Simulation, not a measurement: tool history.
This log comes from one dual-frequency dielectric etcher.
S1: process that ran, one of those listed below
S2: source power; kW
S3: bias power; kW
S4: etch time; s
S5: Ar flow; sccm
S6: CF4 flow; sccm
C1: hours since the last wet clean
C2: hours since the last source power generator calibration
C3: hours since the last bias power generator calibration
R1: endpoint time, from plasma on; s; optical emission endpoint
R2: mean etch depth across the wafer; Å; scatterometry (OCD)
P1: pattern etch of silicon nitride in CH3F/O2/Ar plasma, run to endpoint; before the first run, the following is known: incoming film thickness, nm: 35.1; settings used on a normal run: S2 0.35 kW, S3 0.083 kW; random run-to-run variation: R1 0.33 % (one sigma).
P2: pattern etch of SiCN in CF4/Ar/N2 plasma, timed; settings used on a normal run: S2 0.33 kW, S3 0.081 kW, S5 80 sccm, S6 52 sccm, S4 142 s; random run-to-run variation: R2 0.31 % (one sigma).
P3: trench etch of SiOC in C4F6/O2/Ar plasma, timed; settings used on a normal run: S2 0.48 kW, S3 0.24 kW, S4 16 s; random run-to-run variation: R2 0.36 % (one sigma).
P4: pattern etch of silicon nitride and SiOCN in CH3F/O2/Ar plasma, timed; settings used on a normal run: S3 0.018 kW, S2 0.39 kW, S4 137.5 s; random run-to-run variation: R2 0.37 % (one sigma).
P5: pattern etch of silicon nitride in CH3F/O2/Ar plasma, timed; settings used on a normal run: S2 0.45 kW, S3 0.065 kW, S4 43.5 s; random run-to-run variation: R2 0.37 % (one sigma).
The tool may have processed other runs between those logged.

run	day	S1	S2	S3	S4	S5	S6	C1	C2	C3	R1	R2
1	0.242	P1	0.35	0.083				427	1076	1556.4	50.702	
2	0.596	P5	0.45	0.065	63.5			435.5	1084.5	1564.9		441.7
3	0.996	P2	0.33	0.081	142	80	32	445.1	1094.1	1574.5		907.19
4	1.254	P3	0.48	0.24	9			451.3	1100.3	1580.7		215.39
5	1.675	P3	0.38	0.24	16			461.4	1110.4	1590.8		347.56
6	1.883	P1	0.35	0.083				466.4	1115.4	1595.8	50.308	
7	2.196	P4	0.39	0.015	137.5			473.9	1122.9	1603.3		159.11
8	2.542	P1	0.35	0.05				482.2	1131.2	1611.6	59.639	
9	2.758	P2	0.2	0.081	142	80	52	487.4	1136.4	1616.8		628.74
10	3.079	P1	0.35	0.104				495.1	1144.1	1624.5	46.389	
11	3.429	P1	0.35	0.083				503.5	1152.5	1632.9	50.628	
# day 3.542: bias power generator calibrated
12	3.829	P1	0.23	0.068				513.1	1162.1	7	63.906	
13	4.221	P3	0.48	0.165	16			522.5	1171.5	16.4		338.4
14	4.646	P2	0.33	0.107	142	80	52	532.7	1181.7	26.6		1077.5
15	4.938	P1	0.43	0.083				539.7	1188.7	33.6	46.573	
16	5.258	P2	0.33	0.081	93	80	52	547.4	1196.4	41.3		633.71
17	5.467	P1	0.35	0.083				552.4	1201.4	46.3	50.552	
18	5.762	P1	0.49	0.113				559.5	1208.5	53.4	39.771	
19	5.967	P1	0.35	0.083				564.4	1213.4	58.3	50.745	
20	6.171	P4	0.23	0.018	137.5			569.3	1218.3	63.2		142.66
21	6.567	P4	0.39	0.018	168			578.8	1227.8	72.7		208.84
22	6.767	P2	0.33	0.081	142	80	52	583.6	1232.6	77.5		967.74
23	6.962	P5	0.45	0.065	43.5			588.3	1237.3	82.2		300.94
24	7.375	P5	0.56	0.065	43.5			598.2	1247.2	92.1		331.37
25	7.754	P4	0.39	0.018	137.5			607.3	1256.3	101.2		171.25
26	8.017	P5	0.45	0.047	43.5			613.6	1262.6	107.5		273.88
27	8.362	P2	0.33	0.081	142	112	52	621.9	1270.9	115.8		922.47
28	8.654	P3	0.48	0.24	16			628.9	1277.9	122.8		381.12
29	8.967	P1	0.23	0.083				636.4	1285.4	130.3	59.132	
30	9.292	P3	0.48	0.24	16			644.2	1293.2	138.1		381.99
31	9.5	P1	0.35	0.083				649.2	1298.2	143.1	50.495	
32	9.804	P1	0.35	0.083				656.5	1305.5	150.4	50.339	
33	10.008	P1	0.35	0.083				661.4	1310.4	155.3	50.78	
34	10.217	P1	0.35	0.083				666.4	1315.4	160.3	51.2	
35	10.517	P1	0.35	0.083				673.6	1322.6	167.5	51.189	
# day 10.583: wet clean of the chamber
36	10.825	P1	0.35	0.083				5.9	1330	174.9	51.398	
37	11.179	P1	0.35	0.083				14.4	1338.5	183.4	51.254	
38	11.388	P1	0.35	0.083				19.4	1343.5	188.4	51.485	
39	11.608	P1	0.35	0.083				24.7	1348.8	193.7	51.128	

What P1 gives has crept away from where it was. These 2 causes fit the log equally well, each at the size given:
A: bias power that arrives under what is set, % = 4.59
B: source power that arrives under what is set, % = 4.35
Creep in the process output first set in at about day 9.804.
What rules out each remaining cause:
chamber walls in a state that lowers the etch rate, %: serviced after onset, at day 10.583, with no recovery of the prior output

4 check runs are offered, one wafer each, their results left as question marks. Which one tells the causes apart?
check 1	11.829	P5	0.45	0.065	43.5							?
check 2	11.829	P3	0.48	0.24	16							?
check 3	11.829	P4	0.39	0.018	137.5							?
check 4	11.829	P2	0.33	0.081	142	80	52					?

Outcome of each check run for each possible cause:
check	result	if A	if B
check 1	R2	298.35	297.89
check 2	R2	376.09	375.5
check 3	R2	168.27	168.99
check 4	R2	956.15	935.68
How far apart the two closest causes lie, in the result that separates them most: check 1 0.15 %; check 2 0.16 %; check 3 0.42 %; check 4 2.16 %
Check 4 tells the causes apart: in the others they would give nearly the same result.

With check 4 done, the readings were: R2 934.84 Å. Identify which of the listed causes applies.

B is the cause: source power that arrives under what is set, %.
